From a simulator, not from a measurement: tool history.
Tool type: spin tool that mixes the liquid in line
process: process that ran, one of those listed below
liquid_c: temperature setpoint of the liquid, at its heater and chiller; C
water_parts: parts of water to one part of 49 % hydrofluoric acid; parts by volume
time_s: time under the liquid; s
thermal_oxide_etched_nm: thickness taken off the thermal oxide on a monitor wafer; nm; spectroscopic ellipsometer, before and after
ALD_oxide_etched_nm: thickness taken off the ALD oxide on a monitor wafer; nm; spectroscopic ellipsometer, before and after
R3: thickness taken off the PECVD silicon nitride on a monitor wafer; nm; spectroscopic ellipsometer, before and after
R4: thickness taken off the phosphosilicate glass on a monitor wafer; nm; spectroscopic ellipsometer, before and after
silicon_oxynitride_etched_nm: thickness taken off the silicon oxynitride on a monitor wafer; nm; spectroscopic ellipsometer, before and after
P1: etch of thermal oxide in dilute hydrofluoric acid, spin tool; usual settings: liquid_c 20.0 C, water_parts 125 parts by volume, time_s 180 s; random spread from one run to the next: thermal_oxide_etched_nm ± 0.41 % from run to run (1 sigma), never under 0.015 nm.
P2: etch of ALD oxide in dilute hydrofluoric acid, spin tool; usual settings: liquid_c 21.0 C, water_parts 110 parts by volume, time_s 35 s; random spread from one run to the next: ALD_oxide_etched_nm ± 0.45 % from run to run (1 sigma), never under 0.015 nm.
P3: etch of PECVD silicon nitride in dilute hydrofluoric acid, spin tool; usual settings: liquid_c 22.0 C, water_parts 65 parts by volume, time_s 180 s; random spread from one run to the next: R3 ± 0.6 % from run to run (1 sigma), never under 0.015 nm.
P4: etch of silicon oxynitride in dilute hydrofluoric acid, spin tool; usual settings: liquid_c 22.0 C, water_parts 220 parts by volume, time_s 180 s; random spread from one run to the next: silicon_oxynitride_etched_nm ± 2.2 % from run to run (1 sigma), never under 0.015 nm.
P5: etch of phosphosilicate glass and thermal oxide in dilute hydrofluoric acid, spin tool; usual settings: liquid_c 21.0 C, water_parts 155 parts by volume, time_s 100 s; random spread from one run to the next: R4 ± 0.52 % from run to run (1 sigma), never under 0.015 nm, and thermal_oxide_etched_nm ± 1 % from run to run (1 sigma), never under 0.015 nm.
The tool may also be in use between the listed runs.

{"run": 1, "hour": 8.0, "process": "P1", "liquid_c": 20.0, "water_parts": 125, "time_s": 180, "thermal_oxide_etched_nm": 5.4566}
{"run": 2, "hour": 18.9, "process": "P1", "liquid_c": 27.5, "water_parts": 125, "time_s": 180, "thermal_oxide_etched_nm": 7.2251}
{"run": 3, "hour": 29.1, "process": "P2", "liquid_c": 29.0, "water_parts": 110, "time_s": 35, "ALD_oxide_etched_nm": 7.0818}
{"run": 4, "hour": 39.5, "process": "P1", "liquid_c": 20.0, "water_parts": 125, "time_s": 180, "thermal_oxide_etched_nm": 5.3962}
{"run": 5, "hour": 47.4, "process": "P3", "liquid_c": 22.0, "water_parts": 65, "time_s": 355, "R3": 8.9933}
{"run": 6, "hour": 57.0, "process": "P3", "liquid_c": 22.0, "water_parts": 65, "time_s": 180, "R3": 4.5445}
{"run": 7, "hour": 62.0, "process": "P5", "liquid_c": 21.0, "water_parts": 155, "time_s": 100, "thermal_oxide_etched_nm": 2.5762, "R4": 34.904}
{"run": 8, "hour": 69.2, "process": "P4", "liquid_c": 22.0, "water_parts": 220, "time_s": 180, "silicon_oxynitride_etched_nm": 1.1188}
{"run": 9, "hour": 74.4, "process": "P2", "liquid_c": 21.0, "water_parts": 110, "time_s": 15, "ALD_oxide_etched_nm": 2.2196}
{"run": 10, "hour": 82.8, "process": "P4", "liquid_c": 17.0, "water_parts": 220, "time_s": 180, "silicon_oxynitride_etched_nm": 0.90039}
{"run": 11, "hour": 89.9, "process": "P5", "liquid_c": 29.0, "water_parts": 155, "time_s": 100, "thermal_oxide_etched_nm": 3.4975, "R4": 47.815}
{"run": 12, "hour": 98.1, "process": "P4", "liquid_c": 22.0, "water_parts": 220, "time_s": 25, "silicon_oxynitride_etched_nm": 0.15787}
{"run": 13, "hour": 104.1, "process": "P1", "liquid_c": 20.0, "water_parts": 125, "time_s": 180, "thermal_oxide_etched_nm": 5.435}
{"run": 14, "hour": 111.0, "process": "P1", "liquid_c": 17.0, "water_parts": 125, "time_s": 40, "thermal_oxide_etched_nm": 1.0774}
{"run": 15, "hour": 119.1, "process": "P5", "liquid_c": 21.0, "water_parts": 155, "time_s": 100, "thermal_oxide_etched_nm": 2.5823, "R4": 35.619}
{"run": 16, "hour": 125.5, "process": "P2", "liquid_c": 21.0, "water_parts": 40, "time_s": 35, "ALD_oxide_etched_nm": 15.42}
{"run": 17, "hour": 135.0, "process": "P1", "liquid_c": 20.0, "water_parts": 125, "time_s": 180, "thermal_oxide_etched_nm": 5.4501}
{"run": 18, "hour": 144.6, "process": "P1", "liquid_c": 20.0, "water_parts": 125, "time_s": 180, "thermal_oxide_etched_nm": 5.4345}
{"run": 19, "hour": 150.3, "process": "P5", "liquid_c": 21.0, "water_parts": 275, "time_s": 100, "thermal_oxide_etched_nm": 1.2757, "R4": 17.562}
{"run": 20, "hour": 159.6, "process": "P1", "liquid_c": 20.0, "water_parts": 165, "time_s": 255, "thermal_oxide_etched_nm": 5.5374}
{"run": 21, "hour": 168.2, "process": "P1", "liquid_c": 20.0, "water_parts": 125, "time_s": 260, "thermal_oxide_etched_nm": 7.8334}
{"run": 22, "hour": 176.2, "process": "P1", "liquid_c": 17.0, "water_parts": 125, "time_s": 180, "thermal_oxide_etched_nm": 4.8424}
{"run": 23, "hour": 182.4, "process": "P1", "liquid_c": 20.0, "water_parts": 40, "time_s": 180, "thermal_oxide_etched_nm": 18.73}
{"run": 24, "hour": 192.0, "process": "P1", "liquid_c": 20.0, "water_parts": 125, "time_s": 80, "thermal_oxide_etched_nm": 2.4179}
{"run": 25, "hour": 200.7, "process": "P1", "liquid_c": 20.0, "water_parts": 125, "time_s": 180, "thermal_oxide_etched_nm": 5.4164}
{"run": 26, "hour": 211.2, "process": "P1", "liquid_c": 27.0, "water_parts": 125, "time_s": 320, "thermal_oxide_etched_nm": 12.694}
{"run": 27, "hour": 218.2, "process": "P4", "liquid_c": 22.0, "water_parts": 385, "time_s": 180, "silicon_oxynitride_etched_nm": 0.56713}
{"run": 28, "hour": 224.6, "process": "P3", "liquid_c": 26.5, "water_parts": 65, "time_s": 180, "R3": 6.1746}
{"run": 29, "hour": 235.3, "process": "P2", "liquid_c": 21.0, "water_parts": 110, "time_s": 35, "ALD_oxide_etched_nm": 5.145}
{"run": 30, "hour": 242.4, "process": "P3", "liquid_c": 22.0, "water_parts": 105, "time_s": 180, "R3": 2.8528}
{"run": 31, "hour": 248.1, "process": "P5", "liquid_c": 21.0, "water_parts": 155, "time_s": 190, "thermal_oxide_etched_nm": 4.7916, "R4": 67.451}
{"run": 32, "hour": 256.1, "process": "P1", "liquid_c": 20.0, "water_parts": 190, "time_s": 180, "thermal_oxide_etched_nm": 3.3325}
{"run": 33, "hour": 261.0, "process": "P1", "liquid_c": 20.0, "water_parts": 125, "time_s": 180, "thermal_oxide_etched_nm": 5.4485}
{"run": 34, "hour": 269.3, "process": "P1", "liquid_c": 20.0, "water_parts": 125, "time_s": 180, "thermal_oxide_etched_nm": 5.5284}
{"run": 35, "hour": 277.4, "process": "P1", "liquid_c": 20.0, "water_parts": 125, "time_s": 180, "thermal_oxide_etched_nm": 5.5922}
{"run": 36, "hour": 286.2, "process": "P1", "liquid_c": 20.0, "water_parts": 125, "time_s": 180, "thermal_oxide_etched_nm": 5.6638}
{"run": 37, "hour": 291.6, "process": "P1", "liquid_c": 20.0, "water_parts": 125, "time_s": 180, "thermal_oxide_etched_nm": 5.6885}
{"run": 38, "hour": 298.9, "process": "P1", "liquid_c": 20.0, "water_parts": 125, "time_s": 180, "thermal_oxide_etched_nm": 5.7236}

Forecast run 39:
{"run": 39, "hour": 309.0, "process": "P1", "liquid_c": 20.0, "water_parts": 125, "time_s": 180, "thermal_oxide_etched_nm": "?"}

{"run 39": {"thermal_oxide_etched_nm": 5.7098}}
